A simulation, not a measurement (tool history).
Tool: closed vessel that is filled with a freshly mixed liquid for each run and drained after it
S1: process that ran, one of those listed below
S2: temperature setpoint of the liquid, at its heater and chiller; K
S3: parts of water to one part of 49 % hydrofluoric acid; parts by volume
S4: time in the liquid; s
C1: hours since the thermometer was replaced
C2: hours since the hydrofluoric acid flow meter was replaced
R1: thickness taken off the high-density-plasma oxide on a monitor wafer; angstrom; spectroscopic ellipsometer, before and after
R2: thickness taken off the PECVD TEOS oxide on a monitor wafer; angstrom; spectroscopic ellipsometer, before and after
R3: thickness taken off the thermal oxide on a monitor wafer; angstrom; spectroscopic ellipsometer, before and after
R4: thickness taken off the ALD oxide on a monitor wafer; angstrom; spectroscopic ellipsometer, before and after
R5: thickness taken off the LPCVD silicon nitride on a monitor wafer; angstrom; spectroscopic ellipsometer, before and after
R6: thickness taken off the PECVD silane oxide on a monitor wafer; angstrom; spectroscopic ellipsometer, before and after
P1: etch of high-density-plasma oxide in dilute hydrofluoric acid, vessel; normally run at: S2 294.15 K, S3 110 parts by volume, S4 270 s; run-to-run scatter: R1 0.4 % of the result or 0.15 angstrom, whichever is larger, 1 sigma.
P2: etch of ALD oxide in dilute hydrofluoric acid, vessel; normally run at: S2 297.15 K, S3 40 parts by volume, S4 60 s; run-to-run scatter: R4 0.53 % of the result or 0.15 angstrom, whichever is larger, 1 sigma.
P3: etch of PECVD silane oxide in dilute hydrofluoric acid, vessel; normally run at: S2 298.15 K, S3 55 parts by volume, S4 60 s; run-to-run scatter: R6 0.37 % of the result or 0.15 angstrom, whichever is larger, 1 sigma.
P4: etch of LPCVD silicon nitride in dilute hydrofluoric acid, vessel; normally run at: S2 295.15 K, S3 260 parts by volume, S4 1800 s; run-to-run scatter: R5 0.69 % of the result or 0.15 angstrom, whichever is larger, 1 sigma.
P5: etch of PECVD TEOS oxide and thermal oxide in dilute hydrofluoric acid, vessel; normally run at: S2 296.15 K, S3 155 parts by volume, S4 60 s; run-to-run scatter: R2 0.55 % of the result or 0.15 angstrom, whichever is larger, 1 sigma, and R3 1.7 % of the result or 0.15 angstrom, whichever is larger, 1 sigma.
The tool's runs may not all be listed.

{"run": 1, "hour": 7.1, "S1": "P1", "S2": 294.15, "S3": 110, "S4": 270, "C1": 1824.3, "C2": 450.5, "R1": 108.73}
{"run": 2, "hour": 12.6, "S1": "P1", "S2": 294.15, "S3": 185, "S4": 270, "C1": 1829.8, "C2": 456, "R1": 60.133}
{"run": 3, "hour": 16.8, "S1": "P1", "S2": 294.15, "S3": 110, "S4": 75, "C1": 1834, "C2": 460.2, "R1": 30.369}
{"run": 4, "hour": 22.0, "S1": "P1", "S2": 294.15, "S3": 110, "S4": 270, "C1": 1839.2, "C2": 465.4, "R1": 109.17}
{"run": 5, "hour": 29.4, "S1": "P1", "S2": 290.15, "S3": 110, "S4": 270, "C1": 1846.6, "C2": 472.8, "R1": 91.889}
{"run": 6, "hour": 39.0, "S1": "P5", "S2": 296.15, "S3": 155, "S4": 60, "C1": 1856.2, "C2": 482.4, "R2": 63.063, "R3": 15.771}
{"run": 7, "hour": 44.3, "S1": "P2", "S2": 297.15, "S3": 40, "S4": 100, "C1": 1861.5, "C2": 487.7, "R4": 452.77}
{"run": 8, "hour": 50.9, "S1": "P4", "S2": 295.15, "S3": 55, "S4": 1800, "C1": 1868.1, "C2": 494.3, "R5": 140.4}
{"run": 9, "hour": 55.7, "S1": "P3", "S2": 306.65, "S3": 55, "S4": 60, "C1": 1872.9, "C2": 499.1, "R6": 839.43}
{"run": 10, "hour": 61.6, "S1": "P2", "S2": 297.15, "S3": 70, "S4": 60, "C1": 1878.8, "C2": 505, "R4": 149.17}
{"run": 11, "hour": 71.1, "S1": "P2", "S2": 297.15, "S3": 40, "S4": 60, "C1": 1888.3, "C2": 514.5, "R4": 270.18}
{"run": 12, "hour": 76.3, "S1": "P1", "S2": 299.15, "S3": 110, "S4": 270, "C1": 1893.5, "C2": 519.7, "R1": 132.28}
{"run": 13, "hour": 84.1, "S1": "P1", "S2": 294.15, "S3": 65, "S4": 270, "C1": 1901.3, "C2": 527.5, "R1": 194.11}
{"run": 14, "hour": 90.3, "S1": "P1", "S2": 294.15, "S3": 110, "S4": 270, "C1": 1907.5, "C2": 533.7, "R1": 109.2}
{"run": 15, "hour": 98.4, "S1": "P1", "S2": 290.15, "S3": 110, "S4": 430, "C1": 1915.6, "C2": 541.8, "R1": 147.32}
{"run": 16, "hour": 103.9, "S1": "P1", "S2": 294.15, "S3": 160, "S4": 425, "C1": 1921.1, "C2": 547.3, "R1": 111.45}
{"run": 17, "hour": 112.2, "S1": "P1", "S2": 294.15, "S3": 110, "S4": 535, "C1": 1929.4, "C2": 555.6, "R1": 214.52}
{"run": 18, "hour": 118.8, "S1": "P3", "S2": 298.15, "S3": 55, "S4": 60, "C1": 1936, "C2": 562.2, "R6": 600.06}
{"run": 19, "hour": 128.3, "S1": "P1", "S2": 294.15, "S3": 110, "S4": 270, "C1": 1945.5, "C2": 571.7, "R1": 108.09}
{"run": 20, "hour": 135.5, "S1": "P5", "S2": 296.15, "S3": 280, "S4": 60, "C1": 1952.7, "C2": 578.9, "R2": 30.924, "R3": 7.5461}
{"run": 21, "hour": 144.8, "S1": "P5", "S2": 296.15, "S3": 155, "S4": 60, "C1": 1962, "C2": 588.2, "R2": 63.355, "R3": 16.01}
{"hour": 148.1, "done": "thermometer replaced"}
{"run": 22, "hour": 151.1, "S1": "P3", "S2": 298.15, "S3": 55, "S4": 60, "C1": 3, "C2": 594.5, "R6": 597.9}
{"run": 23, "hour": 157.9, "S1": "P1", "S2": 290.65, "S3": 190, "S4": 270, "C1": 9.8, "C2": 601.3, "R1": 50.243}
{"run": 24, "hour": 166.4, "S1": "P2", "S2": 304.15, "S3": 40, "S4": 60, "C1": 18.3, "C2": 609.8, "R4": 358.78}
{"run": 25, "hour": 174.9, "S1": "P1", "S2": 294.15, "S3": 110, "S4": 270, "C1": 26.8, "C2": 618.3, "R1": 109.02}
{"run": 26, "hour": 179.3, "S1": "P3", "S2": 298.15, "S3": 55, "S4": 85, "C1": 31.2, "C2": 622.7, "R6": 846.91}
{"run": 27, "hour": 188.9, "S1": "P5", "S2": 296.15, "S3": 155, "S4": 30, "C1": 40.8, "C2": 632.3, "R2": 31.695, "R3": 7.5994}
{"run": 28, "hour": 197.4, "S1": "P3", "S2": 298.15, "S3": 95, "S4": 60, "C1": 49.3, "C2": 640.8, "R6": 327.93}
{"run": 29, "hour": 204.2, "S1": "P4", "S2": 295.15, "S3": 260, "S4": 3370, "C1": 56.1, "C2": 647.6, "R5": 56.747}
{"run": 30, "hour": 212.0, "S1": "P4", "S2": 295.15, "S3": 260, "S4": 1800, "C1": 63.9, "C2": 655.4, "R5": 30.395}
{"run": 31, "hour": 221.5, "S1": "P5", "S2": 300.15, "S3": 155, "S4": 60, "C1": 73.4, "C2": 664.9, "R2": 73.682, "R3": 18.333}
{"run": 32, "hour": 227.3, "S1": "P4", "S2": 303.15, "S3": 260, "S4": 1800, "C1": 79.2, "C2": 670.7, "R5": 49.163}
{"run": 33, "hour": 232.2, "S1": "P1", "S2": 294.15, "S3": 110, "S4": 270, "C1": 84.1, "C2": 675.6, "R1": 108.82}
{"run": 34, "hour": 238.4, "S1": "P1", "S2": 294.15, "S3": 110, "S4": 270, "C1": 90.3, "C2": 681.8, "R1": 107.98}
{"run": 35, "hour": 246.7, "S1": "P1", "S2": 294.15, "S3": 110, "S4": 270, "C1": 98.6, "C2": 690.1, "R1": 104.04}
{"run": 36, "hour": 256.0, "S1": "P1", "S2": 294.15, "S3": 110, "S4": 270, "C1": 107.9, "C2": 699.4, "R1": 101.99}
{"run": 37, "hour": 261.5, "S1": "P1", "S2": 294.15, "S3": 110, "S4": 270, "C1": 113.4, "C2": 704.9, "R1": 101.2}
{"run": 38, "hour": 267.6, "S1": "P1", "S2": 294.15, "S3": 110, "S4": 270, "C1": 119.5, "C2": 711, "R1": 100.26}
{"run": 39, "hour": 273.0, "S1": "P1", "S2": 294.15, "S3": 110, "S4": 270, "C1": 124.9, "C2": 716.4, "R1": 100.57}
{"run": 40, "hour": 278.6, "S1": "P1", "S2": 294.15, "S3": 110, "S4": 270, "C1": 130.5, "C2": 722, "R1": 101.06}

What P1 gives has crept away from where it was. These 2 causes fit the log equally well, each at the size given:
A: hydrofluoric acid flow below the setpoint (%) = 6.78
B: liquid colder than its thermometer reads (K) = 1.95
The creep began at about hour 238.4.

4 check runs are offered, each on 2 wafers whose results are averaged, their results left as question marks. Which one tells the causes apart?
{"run": "check 1", "hour": 284.2, "S1": "P3", "S2": 298.15, "S3": 55, "S4": 60, "R6": "?"}
{"run": "check 2", "hour": 284.2, "S1": "P4", "S2": 295.15, "S3": 260, "S4": 1800, "R5": "?"}
{"run": "check 3", "hour": 284.2, "S1": "P2", "S2": 297.15, "S3": 40, "S4": 60, "R4": "?"}
{"run": "check 4", "hour": 284.2, "S1": "P5", "S2": 296.15, "S3": 155, "S4": 60, "R2": "?", "R3": "?"}

What each check would give under each cause:
check=check_1 result=R6 if_A=555.57 if_B=553.17
check=check_2 result=R5 if_A=28.417 if_B=26.884
check=check_3 result=R4 if_A=252.79 if_B=250.93
check=check_4 result=R2 if_A=58.281 if_B=58.679
check=check_4 result=R3 if_A=14.813 if_B=14.914
How far apart the two closest causes lie, in the result that separates them most: check 1 0.43 %; check 2 5.55 %; check 3 0.74 %; check 4 0.68 %
Check 2 tells the causes apart: in the others they would give nearly the same result.

Then check 2 was run and gave: R5 26.958 angstrom. Which cause is it?

It is B: liquid colder than its thermometer reads (K).

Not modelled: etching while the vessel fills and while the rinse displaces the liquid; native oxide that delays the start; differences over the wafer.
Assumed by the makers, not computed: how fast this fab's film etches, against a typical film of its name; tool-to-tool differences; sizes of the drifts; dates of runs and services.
